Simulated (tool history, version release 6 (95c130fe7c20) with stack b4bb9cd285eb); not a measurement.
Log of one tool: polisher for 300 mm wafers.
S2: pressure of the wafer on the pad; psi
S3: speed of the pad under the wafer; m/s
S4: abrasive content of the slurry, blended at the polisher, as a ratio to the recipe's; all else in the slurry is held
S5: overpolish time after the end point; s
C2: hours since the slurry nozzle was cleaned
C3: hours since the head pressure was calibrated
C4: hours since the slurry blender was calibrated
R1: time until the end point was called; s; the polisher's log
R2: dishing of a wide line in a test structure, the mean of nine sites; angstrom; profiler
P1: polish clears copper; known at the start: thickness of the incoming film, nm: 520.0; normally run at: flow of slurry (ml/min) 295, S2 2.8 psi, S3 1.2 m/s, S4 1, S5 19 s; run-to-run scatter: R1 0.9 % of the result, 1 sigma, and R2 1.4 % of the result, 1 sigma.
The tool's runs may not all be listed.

Run 1, hour 5.7: flow of slurry (ml/min) 295, S2 2.8 psi, S3 1.2 m/s, S4 1, S5 19 s; wafers polished on this pad 497; C2 133; C3 813.1; C4 242. Result: R1 144.07 s, R2 332.91 angstrom.
Run 2, hour 10: flow of slurry (ml/min) 295, S2 2.8 psi, S3 1.2 m/s, S4 1, S5 19 s; wafers polished on this pad 516; C2 137.3; C3 817.4; C4 246.3. Result: R1 146.02 s, R2 327.78 angstrom.
At hour 13.9: slurry nozzle cleaned.
Run 3, hour 15.3: flow of slurry (ml/min) 295, S2 2.8 psi, S3 0.6 m/s, S4 1, S5 19 s; wafers polished on this pad 540; C2 1.4; C3 822.7; C4 251.6. Result: R1 287.84 s, R2 215.49 angstrom.
Run 4, hour 19.5: flow of slurry (ml/min) 295, S2 1.3 psi, S3 1.2 m/s, S4 1, S5 19 s; wafers polished on this pad 559; C2 5.6; C3 826.9; C4 255.8. Result: R1 314.25 s, R2 195.7 angstrom.
Run 5, hour 22.8: flow of slurry (ml/min) 295, S2 2.8 psi, S3 1.2 m/s, S4 1, S5 19 s; wafers polished on this pad 573; C2 8.9; C3 830.2; C4 259.1. Result: R1 144.33 s, R2 322.89 angstrom.
Run 6, hour 27.9: flow of slurry (ml/min) 295, S2 2.8 psi, S3 1.2 m/s, S4 1.35, S5 19 s; wafers polished on this pad 596; C2 14; C3 835.3; C4 264.2. Result: R1 134.43 s, R2 339.68 angstrom.
Run 7, hour 33.4: flow of slurry (ml/min) 295, S2 2.8 psi, S3 1.2 m/s, S4 1, S5 6 s; wafers polished on this pad 620; C2 19.5; C3 840.8; C4 269.7. Result: R1 147.47 s, R2 148.32 angstrom.
Run 8, hour 36.4: flow of slurry (ml/min) 295, S2 3.9 psi, S3 0.6 m/s, S4 1, S5 19 s; wafers polished on this pad 633; C2 22.5; C3 843.8; C4 272.7. Result: R1 208.48 s, R2 263.38 angstrom.
Run 9, hour 40.3: flow of slurry (ml/min) 175, S2 2.8 psi, S3 1.2 m/s, S4 1, S5 19 s; wafers polished on this pad 651; C2 26.4; C3 847.7; C4 276.6. Result: R1 152.79 s, R2 318.57 angstrom.
Run 10, hour 46.8: flow of slurry (ml/min) 175, S2 2.8 psi, S3 0.56 m/s, S4 1, S5 19 s; wafers polished on this pad 679; C2 32.9; C3 854.2; C4 283.1. Result: R1 320.39 s, R2 192.1 angstrom.
Run 11, hour 51.4: flow of slurry (ml/min) 295, S2 3.6 psi, S3 1.2 m/s, S4 1, S5 19 s; wafers polished on this pad 700; C2 37.5; C3 858.8; C4 287.7. Result: R1 113.29 s, R2 375.42 angstrom.
Run 12, hour 56.7: flow of slurry (ml/min) 295, S2 2.8 psi, S3 1.7 m/s, S4 1, S5 19 s; wafers polished on this pad 723; C2 42.8; C3 864.1; C4 293. Result: R1 102.79 s, R2 380.91 angstrom.
Run 13, hour 60.4: flow of slurry (ml/min) 295, S2 2.8 psi, S3 1.2 m/s, S4 1, S5 19 s; wafers polished on this pad 739; C2 46.5; C3 867.8; C4 296.7. Result: R1 145.37 s, R2 320.36 angstrom.
Run 14, hour 65.5: flow of slurry (ml/min) 295, S2 2.8 psi, S3 1.2 m/s, S4 1, S5 34 s; wafers polished on this pad 762; C2 51.6; C3 872.9; C4 301.8. Result: R1 145.82 s, R2 417.99 angstrom.
Run 15, hour 70.1: flow of slurry (ml/min) 295, S2 2.8 psi, S3 1.2 m/s, S4 0.5, S5 19 s; wafers polished on this pad 782; C2 56.2; C3 877.5; C4 306.4. Result: R1 166.62 s, R2 305.56 angstrom.
Run 16, hour 73.9: flow of slurry (ml/min) 295, S2 2.8 psi, S3 1.2 m/s, S4 1, S5 19 s; wafers polished on this pad 799; C2 60; C3 881.3; C4 310.2. Result: R1 144.21 s, R2 327.81 angstrom.
Run 17, hour 80: flow of slurry (ml/min) 435, S2 2.8 psi, S3 1.2 m/s, S4 1, S5 19 s; wafers polished on this pad 826; C2 66.1; C3 887.4; C4 316.3. Result: R1 138.37 s, R2 339.41 angstrom.
Run 18, hour 86: flow of slurry (ml/min) 295, S2 2.8 psi, S3 1.2 m/s, S4 1, S5 19 s; wafers polished on this pad 853; C2 72.1; C3 893.4; C4 322.3. Result: R1 143.15 s, R2 322.75 angstrom.
Run 19, hour 88.9: flow of slurry (ml/min) 295, S2 2.8 psi, S3 1.2 m/s, S4 1, S5 19 s; wafers polished on this pad 866; C2 75; C3 896.3; C4 325.2. Result: R1 144.38 s, R2 327.37 angstrom.
Run 20, hour 95.2: flow of slurry (ml/min) 295, S2 2.8 psi, S3 1.2 m/s, S4 1, S5 19 s; wafers polished on this pad 893; C2 81.3; C3 902.6; C4 331.5. Result: R1 147.55 s, R2 323.62 angstrom.
At hour 99.7: head pressure recalibrated.
Run 21, hour 100.5: flow of slurry (ml/min) 295, S2 2.8 psi, S3 1.2 m/s, S4 1, S5 19 s; wafers polished on this pad 917; C2 86.6; C3 0.8; C4 336.8. Result: R1 151.94 s, R2 326.03 angstrom.
At hour 103.4: worn pad replaced by a new one.
Run 22, hour 103.8: flow of slurry (ml/min) 295, S2 2.8 psi, S3 1.2 m/s, S4 1, S5 19 s; wafers polished on this pad 1; C2 89.9; C3 4.1; C4 340.1. Result: R1 148.93 s, R2 318.91 angstrom.
Run 23, hour 107.3: flow of slurry (ml/min) 295, S2 2.8 psi, S3 1.2 m/s, S4 1, S5 19 s; wafers polished on this pad 17; C2 93.4; C3 7.6; C4 343.6. Result: R1 152.76 s, R2 322.62 angstrom.
Run 24, hour 110.9: flow of slurry (ml/min) 295, S2 2.8 psi, S3 1.2 m/s, S4 1, S5 19 s; wafers polished on this pad 33; C2 97; C3 11.2; C4 347.2. Result: R1 151.51 s, R2 319.06 angstrom.
Run 25, hour 115.2: flow of slurry (ml/min) 295, S2 2.8 psi, S3 1.2 m/s, S4 1, S5 19 s; wafers polished on this pad 52; C2 101.3; C3 15.5; C4 351.5. Result: R1 152.6 s, R2 323.18 angstrom.

What P1 gives has crept away from where it was. These 2 causes fit the log equally well, each at the size given:
A: slurry flow missing at the pad, % = 37.1
B: abrasive missing from the slurry, % = 22.2
The creep began at about hour 88.9.
Why every other cause is out:
removal rate lost through wear of the pad, %: serviced at hour 103.4, which brought nothing back
head's pressure below its setpoint, %: serviced at hour 99.7, which brought nothing back

4 check runs are offered, each on 5 wafers whose results are averaged, their results left as question marks. Which one tells the causes apart?
Run check 1, hour 119.5: flow of slurry (ml/min) 295, S2 2.8 psi, S3 1.2 m/s, S4 0.75, S5 19 s. Result: R1 ?, R2 ?.
Run check 2, hour 119.5: flow of slurry (ml/min) 295, S2 2.8 psi, S3 1.2 m/s, S4 1, S5 6 s. Result: R1 ?, R2 ?.
Run check 3, hour 119.5: flow of slurry (ml/min) 295, S2 1.4 psi, S3 1.2 m/s, S4 1, S5 6 s. Result: R1 ?, R2 ?.
Run check 4, hour 119.5: flow of slurry (ml/min) 180, S2 2.8 psi, S3 1.2 m/s, S4 1, S5 10 s. Result: R1 ?, R2 ?.

What each check would give under each cause:
  check  result    if A    if B
check 1      R1  161.27  160.95
check 1      R2  308.52  308.87
check 2      R1  151.79  151.77
check 2      R2  140.92  140.94
check 3      R1  303.58  303.55
check 3      R2  76.119  76.125
check 4      R1  165.83  160.75
check 4      R2  197.32  201.99
How far apart the two closest causes lie, in the result that separates them most: check 1 0.2 %; check 2 0.01 %; check 3 0.01 %; check 4 3.12 %
Check 4 tells the causes apart: in the others they would give nearly the same result.

Then check 4 was run and gave: R1 166.4 s; R2 195.86 angstrom. Which cause is it?

It is A: slurry flow missing at the pad, %.
